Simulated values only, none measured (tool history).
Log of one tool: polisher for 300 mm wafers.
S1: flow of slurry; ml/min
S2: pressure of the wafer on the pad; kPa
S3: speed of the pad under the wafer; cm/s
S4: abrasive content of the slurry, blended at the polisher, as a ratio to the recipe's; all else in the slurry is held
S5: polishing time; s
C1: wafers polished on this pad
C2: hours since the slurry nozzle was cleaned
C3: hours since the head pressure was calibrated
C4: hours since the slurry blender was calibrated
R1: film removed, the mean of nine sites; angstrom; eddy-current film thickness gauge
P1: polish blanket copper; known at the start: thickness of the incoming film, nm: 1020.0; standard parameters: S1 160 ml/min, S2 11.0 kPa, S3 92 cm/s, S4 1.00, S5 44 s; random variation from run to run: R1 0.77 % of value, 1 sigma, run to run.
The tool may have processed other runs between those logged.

| run | hour | S1 | S2 | S3 | S4 | S5 | C1 | C2 | C3 | C4 | R1 |
|---|---|---|---|---|---|---|---|---|---|---|---|
| 1 | 2.4 | 160 | 11.0 | 92 | 1.00 | 44 | 522 | 235.0 | 468.0 | 47.5 | 636.45 |
| 2 | 6.2 | 160 | 11.0 | 92 | 1.25 | 44 | 558 | 238.8 | 471.8 | 51.3 | 662.47 |
| 3 | 8.6 | 160 | 11.0 | 92 | 1.00 | 44 | 580 | 241.2 | 474.2 | 53.7 | 640.01 |
| 4 | 13.1 | 160 | 11.0 | 92 | 1.00 | 44 | 622 | 245.7 | 478.7 | 58.2 | 631.75 |
| 5 | 15.8 | 95 | 11.0 | 92 | 1.00 | 44 | 647 | 248.4 | 481.4 | 60.9 | 566.44 |
|  | 17.8 | slurry blender recalibrated |
| 6 | 18.2 | 160 | 15.2 | 92 | 1.00 | 25 | 669 | 250.8 | 483.8 | 0.4 | 496.02 |
| 7 | 20.4 | 160 | 11.0 | 120 | 1.00 | 44 | 689 | 253.0 | 486.0 | 2.6 | 821.44 |
| 8 | 23.2 | 160 | 11.0 | 92 | 1.00 | 44 | 715 | 255.8 | 488.8 | 5.4 | 642.64 |
| 9 | 28.0 | 160 | 11.0 | 92 | 1.00 | 44 | 760 | 260.6 | 493.6 | 10.2 | 633.69 |
| 10 | 31.7 | 240 | 11.0 | 92 | 1.00 | 44 | 794 | 264.3 | 497.3 | 13.9 | 674.12 |
| 11 | 36.0 | 160 | 11.0 | 42 | 1.00 | 44 | 834 | 268.6 | 501.6 | 18.2 | 293.60 |
| 12 | 38.3 | 160 | 11.0 | 92 | 1.00 | 44 | 855 | 270.9 | 503.9 | 20.5 | 638.70 |
| 13 | 42.7 | 225 | 11.0 | 92 | 1.20 | 44 | 896 | 275.3 | 508.3 | 24.9 | 693.60 |
| 14 | 45.4 | 160 | 15.9 | 92 | 1.00 | 44 | 921 | 278.0 | 511.0 | 27.6 | 899.00 |
| 15 | 48.8 | 160 | 11.0 | 92 | 1.00 | 26 | 953 | 281.4 | 514.4 | 31.0 | 373.12 |
| 16 | 52.4 | 160 | 5.5 | 92 | 1.00 | 44 | 986 | 285.0 | 518.0 | 34.6 | 316.05 |
| 17 | 56.5 | 160 | 11.0 | 92 | 1.00 | 65 | 1024 | 289.1 | 522.1 | 38.7 | 937.89 |
| 18 | 59.8 | 160 | 11.0 | 92 | 0.80 | 44 | 1055 | 292.4 | 525.4 | 42.0 | 604.01 |
| 19 | 63.1 | 160 | 11.0 | 92 | 1.00 | 44 | 1085 | 295.7 | 528.7 | 45.3 | 640.70 |
| 20 | 65.8 | 160 | 11.0 | 92 | 1.00 | 44 | 1110 | 298.4 | 531.4 | 48.0 | 620.49 |
| 21 | 68.0 | 160 | 11.0 | 92 | 1.00 | 44 | 1131 | 300.6 | 533.6 | 50.2 | 619.96 |
| 22 | 71.9 | 160 | 11.0 | 92 | 1.00 | 44 | 1167 | 304.5 | 537.5 | 54.1 | 600.53 |
| 23 | 75.9 | 160 | 11.0 | 92 | 1.00 | 44 | 1204 | 308.5 | 541.5 | 58.1 | 594.92 |
|  | 78.7 | slurry blender recalibrated |
| 24 | 79.4 | 160 | 11.0 | 92 | 1.00 | 44 | 1236 | 312.0 | 545.0 | 0.7 | 580.48 |
|  | 81.0 | worn pad replaced by a new one |
| 25 | 82.4 | 160 | 11.0 | 92 | 1.00 | 44 | 13 | 315.0 | 548.0 | 3.7 | 580.04 |
| 26 | 86.6 | 160 | 11.0 | 92 | 1.00 | 44 | 52 | 319.2 | 552.2 | 7.9 | 576.57 |
| 27 | 88.8 | 160 | 11.0 | 92 | 1.00 | 44 | 72 | 321.4 | 554.4 | 10.1 | 585.26 |

What P1 gives has crept off from where it sat before. The 2 causes that follow fit the log equally well, each at the size noted:
A: head's pressure below its setpoint, % = 8.36
B: slurry flow missing at the pad, % = 35.4
The creep began at about hour 63.1.
What rules out each remaining cause:
removal rate lost through wear of the pad, %: serviced at hour 81.0, which brought nothing back
abrasive missing from the slurry, %: serviced at hour 78.7, which brought nothing back

The list below offers 4 check runs, each averaging the results of 2 wafers, and shows each result as a question mark. For which of them would the listed causes give clearly different results?
| check 1 | 91.0 | 160 | 9.0 | 92 | 1.00 | 29 |  |  |  |  | ? |
| check 2 | 91.0 | 160 | 11.0 | 64 | 1.00 | 44 |  |  |  |  | ? |
| check 3 | 91.0 | 95 | 7.6 | 92 | 1.00 | 44 |  |  |  |  | ? |
| check 4 | 91.0 | 160 | 6.2 | 92 | 1.00 | 44 |  |  |  |  | ? |

Expected result of each check under each candidate cause:
| check | result | if A | if B |
|---|---|---|---|
| check 1 | R1 | 311.49 | 311.54 |
| check 2 | R1 | 404.64 | 404.70 |
| check 3 | R1 | 358.86 | 341.26 |
| check 4 | R1 | 327.19 | 327.24 |
Per-check spread between the two closest causes, in the result where they differ most: check 1 0.02 %; check 2 0.02 %; check 3 5.03 %; check 4 0.02 %
Of the check runs offered, only check 3 discriminates between the causes; the rest would read about the same regardless of which cause applies.

Then check 3 was run and gave: R1 341.53 angstrom. Which cause is it?

It was cause B: slurry flow missing at the pad, %.
